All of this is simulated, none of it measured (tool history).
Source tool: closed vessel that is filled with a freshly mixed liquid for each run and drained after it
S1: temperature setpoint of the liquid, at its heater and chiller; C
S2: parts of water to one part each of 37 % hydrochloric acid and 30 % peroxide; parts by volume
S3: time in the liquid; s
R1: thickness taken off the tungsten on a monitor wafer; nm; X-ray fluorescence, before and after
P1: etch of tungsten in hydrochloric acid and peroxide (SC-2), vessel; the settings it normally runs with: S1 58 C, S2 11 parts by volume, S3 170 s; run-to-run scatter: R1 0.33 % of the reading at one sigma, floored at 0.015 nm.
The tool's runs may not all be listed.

run,hour,S1,S2,S3,R1
1,11.4,58,11,170,49.013
# hour 20.5: new drum of peroxide connected
2,21,58,11,335,96.242
3,31.5,58,16.5,170,34.46
4,41.3,58,11,170,48.764
5,57.9,50,17,170,19.933
6,74.7,68,11,170,90.369
7,86,58,11,170,49.012
8,97.7,58,4,170,105.41
9,105.4,58,11,50,14.414
10,120.3,72,7,170,165.26
11,132.2,58,11,170,48.704
12,142.6,58,11,170,49.027
13,156.1,43,11,170,18.048
14,170.9,58,11,170,48.7
15,180.7,58,11,170,48.835
16,197,58,11,170,46.152

What does the tool deliver on the next run?
17,212.1,58,11,170,?

R1: 45.265 nm
